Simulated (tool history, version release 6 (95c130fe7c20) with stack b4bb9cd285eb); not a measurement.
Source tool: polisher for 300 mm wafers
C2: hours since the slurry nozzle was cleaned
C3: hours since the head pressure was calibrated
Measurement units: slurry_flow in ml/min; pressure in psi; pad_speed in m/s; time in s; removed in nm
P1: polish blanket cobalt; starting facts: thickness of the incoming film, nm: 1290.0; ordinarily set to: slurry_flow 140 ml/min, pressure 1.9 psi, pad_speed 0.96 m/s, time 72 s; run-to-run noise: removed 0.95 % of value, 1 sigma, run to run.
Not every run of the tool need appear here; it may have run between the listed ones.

Run 1, hour 15.2: slurry_flow 140 ml/min, pressure 1.9 psi, pad_speed 0.96 m/s, time 72 s; wafers polished on this pad 499; C2 220.1; C3 196.6. Result: removed 390.81 nm.
Run 2, hour 23.5: slurry_flow 140 ml/min, pressure 1.9 psi, pad_speed 0.96 m/s, time 103 s; wafers polished on this pad 587; C2 228.4; C3 204.9. Result: removed 558.84 nm.
Run 3, hour 34.6: slurry_flow 140 ml/min, pressure 1.9 psi, pad_speed 0.96 m/s, time 72 s; wafers polished on this pad 705; C2 239.5; C3 216.0. Result: removed 385.16 nm.
Run 4, hour 45.6: slurry_flow 190 ml/min, pressure 1.9 psi, pad_speed 1.40 m/s, time 72 s; wafers polished on this pad 823; C2 250.5; C3 227.0. Result: removed 600.62 nm.
Run 5, hour 54.3: slurry_flow 140 ml/min, pressure 1.9 psi, pad_speed 0.96 m/s, time 47 s; wafers polished on this pad 915; C2 259.2; C3 235.7. Result: removed 254.54 nm.
Run 6, hour 68.6: slurry_flow 190 ml/min, pressure 1.9 psi, pad_speed 0.96 m/s, time 72 s; wafers polished on this pad 1068; C2 273.5; C3 250.0. Result: removed 414.03 nm.
Run 7, hour 77.5: slurry_flow 140 ml/min, pressure 1.9 psi, pad_speed 0.96 m/s, time 72 s; wafers polished on this pad 1163; C2 282.4; C3 258.9. Result: removed 388.86 nm.
Run 8, hour 91.2: slurry_flow 85 ml/min, pressure 2.7 psi, pad_speed 0.96 m/s, time 72 s; wafers polished on this pad 1309; C2 296.1; C3 272.6. Result: removed 491.46 nm.
Run 9, hour 100.8: slurry_flow 140 ml/min, pressure 1.9 psi, pad_speed 0.96 m/s, time 72 s; wafers polished on this pad 1411; C2 305.7; C3 282.2. Result: removed 388.38 nm.
Run 10, hour 108.7: slurry_flow 140 ml/min, pressure 1.9 psi, pad_speed 0.52 m/s, time 72 s; wafers polished on this pad 1495; C2 313.6; C3 290.1. Result: removed 212.58 nm.
At hour 112.6: slurry nozzle cleaned.
Run 11, hour 122.8: slurry_flow 140 ml/min, pressure 1.9 psi, pad_speed 0.96 m/s, time 72 s; wafers polished on this pad 1645; C2 10.3; C3 304.2. Result: removed 391.59 nm.
Run 12, hour 138.2: slurry_flow 140 ml/min, pressure 1.9 psi, pad_speed 1.32 m/s, time 72 s; wafers polished on this pad 1809; C2 25.7; C3 319.6. Result: removed 538.23 nm.
Run 13, hour 155.1: slurry_flow 140 ml/min, pressure 1.2 psi, pad_speed 0.96 m/s, time 72 s; wafers polished on this pad 1990; C2 42.6; C3 336.5. Result: removed 248.01 nm.
Run 14, hour 170.2: slurry_flow 85 ml/min, pressure 1.9 psi, pad_speed 0.96 m/s, time 72 s; wafers polished on this pad 2150; C2 57.7; C3 351.6. Result: removed 352.67 nm.
Run 15, hour 182.4: slurry_flow 140 ml/min, pressure 2.6 psi, pad_speed 0.96 m/s, time 72 s; wafers polished on this pad 2280; C2 69.9; C3 363.8. Result: removed 532.16 nm.
Run 16, hour 193.1: slurry_flow 140 ml/min, pressure 1.9 psi, pad_speed 0.96 m/s, time 72 s; wafers polished on this pad 2395; C2 80.6; C3 374.5. Result: removed 388.71 nm.
Run 17, hour 202.3: slurry_flow 220 ml/min, pressure 1.2 psi, pad_speed 0.96 m/s, time 72 s; wafers polished on this pad 2493; C2 89.8; C3 383.7. Result: removed 265.73 nm.
Run 18, hour 219.4: slurry_flow 140 ml/min, pressure 1.9 psi, pad_speed 0.96 m/s, time 72 s; wafers polished on this pad 2675; C2 106.9; C3 400.8. Result: removed 388.83 nm.
Run 19, hour 230.1: slurry_flow 140 ml/min, pressure 1.9 psi, pad_speed 0.96 m/s, time 72 s; wafers polished on this pad 2789; C2 117.6; C3 411.5. Result: removed 389.03 nm.
Run 20, hour 242.2: slurry_flow 140 ml/min, pressure 1.9 psi, pad_speed 0.96 m/s, time 72 s; wafers polished on this pad 2918; C2 129.7; C3 423.6. Result: removed 378.03 nm.
Run 21, hour 254.6: slurry_flow 140 ml/min, pressure 1.9 psi, pad_speed 0.96 m/s, time 72 s; wafers polished on this pad 3050; C2 142.1; C3 436.0. Result: removed 368.01 nm.
Run 22, hour 269.2: slurry_flow 140 ml/min, pressure 1.9 psi, pad_speed 0.96 m/s, time 72 s; wafers polished on this pad 3205; C2 156.7; C3 450.6. Result: removed 367.16 nm.
Run 23, hour 279.8: slurry_flow 140 ml/min, pressure 1.9 psi, pad_speed 0.96 m/s, time 72 s; wafers polished on this pad 3318; C2 167.3; C3 461.2. Result: removed 362.36 nm.
Run 24, hour 291.2: slurry_flow 140 ml/min, pressure 1.9 psi, pad_speed 0.96 m/s, time 72 s; wafers polished on this pad 3440; C2 178.7; C3 472.6. Result: removed 360.31 nm.
Run 25, hour 304.7: slurry_flow 140 ml/min, pressure 1.9 psi, pad_speed 0.96 m/s, time 72 s; wafers polished on this pad 3584; C2 192.2; C3 486.1. Result: removed 360.77 nm.
At hour 308.9: worn pad replaced by a new one.
Run 26, hour 320.8: slurry_flow 140 ml/min, pressure 1.9 psi, pad_speed 0.96 m/s, time 72 s; wafers polished on this pad 127; C2 208.3; C3 502.2. Result: removed 350.71 nm.
Run 27, hour 329.3: slurry_flow 140 ml/min, pressure 1.9 psi, pad_speed 0.96 m/s, time 72 s; wafers polished on this pad 217; C2 216.8; C3 510.7. Result: removed 349.53 nm.
Run 28, hour 344.7: slurry_flow 140 ml/min, pressure 1.9 psi, pad_speed 0.96 m/s, time 72 s; wafers polished on this pad 381; C2 232.2; C3 526.1. Result: removed 349.58 nm.
Run 29, hour 360.3: slurry_flow 140 ml/min, pressure 1.9 psi, pad_speed 0.96 m/s, time 72 s; wafers polished on this pad 548; C2 247.8; C3 541.7. Result: removed 349.18 nm.

P1 has crept away from where it was. The log is fitted equally well by each of these 2 causes, at the sizes shown:
A: slurry flow missing at the pad, % = 36.7
B: head's pressure below its setpoint, % = 9.86
The creep began at about hour 230.1.
Other possible causes, and why each is ruled out:
removal rate lost through wear of the pad, %: its service at hour 308.9 followed the start of the drift and did not put the process back to its old value

Each of the check runs listed below is run on 2 wafers and reports their average, with the results left as question marks. Pick the one under which the possible causes would lead to clearly different results.
Run check 1, hour 375.9: slurry_flow 140 ml/min, pressure 2.5 psi, pad_speed 0.96 m/s, time 72 s. Result: removed ?.
Run check 2, hour 375.9: slurry_flow 140 ml/min, pressure 1.9 psi, pad_speed 1.24 m/s, time 58 s. Result: removed ?.
Run check 3, hour 375.9: slurry_flow 85 ml/min, pressure 1.9 psi, pad_speed 1.24 m/s, time 72 s. Result: removed ?.
Run check 4, hour 375.9: slurry_flow 140 ml/min, pressure 1.9 psi, pad_speed 0.96 m/s, time 51 s. Result: removed ?.

If the cause were each of the candidates in turn, the checks would give the following:
  check   result    if A    if B
check 1  removed  462.74  462.74
check 2  removed  365.93  365.93
check 3  removed  382.84  404.69
check 4  removed  249.11  249.11
Distance between the nearest two causes, measured in the result of the check that separates them most: check 1 0 %; check 2 0 %; check 3 5.55 %; check 4 0 %
Check 3 distinguishes between the causes, while the remaining checks would return nearly the same result for all of them.

Check 3 has now been run. It gave: removed 402.63 nm. Which of the candidate causes is it?

It is B: head's pressure below its setpoint, %.
